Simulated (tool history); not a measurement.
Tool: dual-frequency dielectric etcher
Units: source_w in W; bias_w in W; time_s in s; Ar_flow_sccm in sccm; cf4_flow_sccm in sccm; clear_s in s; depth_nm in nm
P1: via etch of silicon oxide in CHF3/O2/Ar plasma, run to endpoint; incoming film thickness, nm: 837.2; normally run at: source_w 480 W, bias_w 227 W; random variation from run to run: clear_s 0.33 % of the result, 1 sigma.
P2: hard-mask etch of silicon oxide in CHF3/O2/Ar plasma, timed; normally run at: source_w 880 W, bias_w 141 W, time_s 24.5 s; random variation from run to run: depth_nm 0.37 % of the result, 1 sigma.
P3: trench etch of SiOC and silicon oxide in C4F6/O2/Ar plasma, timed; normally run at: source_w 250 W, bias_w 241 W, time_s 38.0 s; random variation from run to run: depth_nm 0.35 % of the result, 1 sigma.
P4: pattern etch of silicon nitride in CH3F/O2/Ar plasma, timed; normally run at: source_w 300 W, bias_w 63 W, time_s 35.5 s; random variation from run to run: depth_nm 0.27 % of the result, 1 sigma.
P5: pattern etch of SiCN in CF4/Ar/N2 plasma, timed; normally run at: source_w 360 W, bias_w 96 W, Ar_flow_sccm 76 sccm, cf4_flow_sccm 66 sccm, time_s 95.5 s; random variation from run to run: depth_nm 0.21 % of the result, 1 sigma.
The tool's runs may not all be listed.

| run | hour | process | source_w | bias_w | time_s | Ar_flow_sccm | cf4_flow_sccm | hours since the last wet clean | hours since the last source power generator calibration | hours since the last bias power generator calibration | clear_s | depth_nm |
|---|---|---|---|---|---|---|---|---|---|---|---|---|
| 1 | 11.6 | P1 | 480 | 227 |  |  |  | 411.3 | 393.9 | 1586.0 | 416.82 |  |
| 2 | 27.2 | P2 | 690 | 141 | 24.5 |  |  | 426.9 | 409.5 | 1601.6 |  | 47.750 |
| 3 | 40.5 | P3 | 170 | 241 | 38.0 |  |  | 440.2 | 422.8 | 1614.9 |  | 61.818 |
| 4 | 52.2 | P4 | 300 | 49 | 35.5 |  |  | 451.9 | 434.5 | 1626.6 |  | 19.913 |
| 5 | 63.7 | P1 | 480 | 227 |  |  |  | 463.4 | 446.0 | 1638.1 | 419.02 |  |
| 6 | 74.8 | P1 | 480 | 227 |  |  |  | 474.5 | 457.1 | 1649.2 | 418.30 |  |
| 7 | 86.0 | P1 | 660 | 272 |  |  |  | 485.7 | 468.3 | 1660.4 | 348.93 |  |
| 8 | 100.9 | P3 | 250 | 241 | 21.0 |  |  | 500.6 | 483.2 | 1675.3 |  | 39.603 |
| 9 | 117.0 | P4 | 300 | 63 | 35.5 |  |  | 516.7 | 499.3 | 1691.4 |  | 21.727 |
| 10 | 129.0 | P3 | 250 | 338 | 38.0 |  |  | 528.7 | 511.3 | 1703.4 |  | 80.717 |
| 11 | 138.7 | P2 | 880 | 141 | 24.5 |  |  | 538.4 | 521.0 | 1713.1 |  | 52.336 |
| 12 | 153.4 | P1 | 480 | 227 |  |  |  | 553.1 | 535.7 | 1727.8 | 419.87 |  |
| 13 | 161.5 | P5 | 360 | 96 | 95.5 | 94 | 66 | 561.2 | 543.8 | 1735.9 |  | 77.110 |
| 14 | 171.4 | P1 | 480 | 227 |  |  |  | 571.1 | 553.7 | 1745.8 | 417.95 |  |
| 15 | 183.5 | P2 | 880 | 190 | 24.5 |  |  | 583.2 | 565.8 | 1757.9 |  | 57.370 |
| 16 | 190.6 | P1 | 350 | 227 |  |  |  | 590.3 | 572.9 | 1765.0 | 471.88 |  |
| 17 | 198.4 | P3 | 250 | 241 | 38.0 |  |  | 598.1 | 580.7 | 1772.8 |  | 71.691 |
| 18 | 205.8 | P5 | 360 | 72 | 95.5 | 76 | 66 | 605.5 | 588.1 | 1780.2 |  | 71.587 |
| 19 | 215.8 | P5 | 360 | 96 | 52.5 | 76 | 66 | 615.5 | 598.1 | 1790.2 |  | 43.436 |
| 20 | 230.7 | P4 | 410 | 63 | 35.5 |  |  | 630.4 | 613.0 | 1805.1 |  | 24.325 |
|  | 239.0 | bias power generator calibrated |
|  | 241.5 | wet clean of the chamber |
| 21 | 243.0 | P1 | 610 | 227 |  |  |  | 1.5 | 625.3 | 4.0 | 381.53 |  |
| 22 | 258.6 | P1 | 480 | 281 |  |  |  | 17.1 | 640.9 | 19.6 | 385.83 |  |
| 23 | 265.9 | P5 | 360 | 96 | 95.5 | 76 | 90 | 24.4 | 648.2 | 26.9 |  | 82.309 |
| 24 | 275.9 | P1 | 480 | 227 |  |  |  | 34.4 | 658.2 | 36.9 | 420.20 |  |
| 25 | 289.2 | P4 | 300 | 63 | 23.5 |  |  | 47.7 | 671.5 | 50.2 |  | 14.360 |
| 26 | 303.1 | P3 | 250 | 241 | 38.0 |  |  | 61.6 | 685.4 | 64.1 |  | 71.519 |
| 27 | 314.0 | P4 | 300 | 63 | 35.5 |  |  | 72.5 | 696.3 | 75.0 |  | 21.691 |
| 28 | 326.4 | P5 | 510 | 96 | 95.5 | 76 | 66 | 84.9 | 708.7 | 87.4 |  | 107.470 |
| 29 | 335.6 | P1 | 480 | 139 |  |  |  | 94.1 | 717.9 | 96.6 | 492.79 |  |
| 30 | 349.2 | P5 | 360 | 96 | 95.5 | 76 | 66 | 107.7 | 731.5 | 110.2 |  | 78.943 |
| 31 | 365.1 | P2 | 880 | 141 | 32.5 |  |  | 123.6 | 747.4 | 126.1 |  | 69.283 |
| 32 | 381.1 | P5 | 360 | 96 | 95.5 | 76 | 66 | 139.6 | 763.4 | 142.1 |  | 79.369 |
| 33 | 390.2 | P1 | 480 | 227 |  |  |  | 148.7 | 772.5 | 151.2 | 416.98 |  |
| 34 | 404.4 | P1 | 480 | 227 |  |  |  | 162.9 | 786.7 | 165.4 | 416.94 |  |
| 35 | 416.4 | P1 | 480 | 227 |  |  |  | 174.9 | 798.7 | 177.4 | 412.61 |  |
| 36 | 429.7 | P1 | 480 | 227 |  |  |  | 188.2 | 812.0 | 190.7 | 415.23 |  |
|  | 442.5 | wet clean of the chamber |
| 37 | 443.9 | P1 | 480 | 227 |  |  |  | 1.5 | 826.2 | 204.9 | 410.48 |  |
| 38 | 451.8 | P1 | 480 | 227 |  |  |  | 9.4 | 834.1 | 212.8 | 411.92 |  |
| 39 | 465.6 | P1 | 480 | 227 |  |  |  | 23.2 | 847.9 | 226.6 | 413.98 |  |

What P1 gives has crept away from where it was. These 2 causes fit the log equally well, each at the size given:
A: bias power that arrives over what is set, % = 4.77
B: source power that arrives over what is set, % = 4.53
The creep began at about hour 390.2.
Why every other cause is out:
chamber walls in a state that raises the etch rate, %: serviced at hour 442.5, which brought nothing back

4 check runs are offered, one wafer each, their results left as question marks. Which one tells the causes apart?
| check 1 | 479.4 | P3 | 250 | 241 | 38.0 |  |  |  |  |  |  | ? |
| check 2 | 479.4 | P2 | 880 | 141 | 24.5 |  |  |  |  |  |  | ? |
| check 3 | 479.4 | P4 | 300 | 63 | 35.5 |  |  |  |  |  |  | ? |
| check 4 | 479.4 | P5 | 360 | 96 | 95.5 | 76 | 66 |  |  |  |  | ? |

What each check would give under each cause:
| check | result | if A | if B |
|---|---|---|---|
| check 1 | depth_nm | 72.869 | 72.914 |
| check 2 | depth_nm | 53.177 | 53.330 |
| check 3 | depth_nm | 21.994 | 22.015 |
| check 4 | depth_nm | 80.605 | 82.384 |
How far apart the two closest causes lie, in the result that separates them most: check 1 0.06 %; check 2 0.29 %; check 3 0.09 %; check 4 2.18 %
Only check 4 tells the causes apart: in the others they would give nearly the same result.

Then check 4 was run and gave: depth_nm 82.302 nm. Which cause is it?

It is B: source power that arrives over what is set, %.

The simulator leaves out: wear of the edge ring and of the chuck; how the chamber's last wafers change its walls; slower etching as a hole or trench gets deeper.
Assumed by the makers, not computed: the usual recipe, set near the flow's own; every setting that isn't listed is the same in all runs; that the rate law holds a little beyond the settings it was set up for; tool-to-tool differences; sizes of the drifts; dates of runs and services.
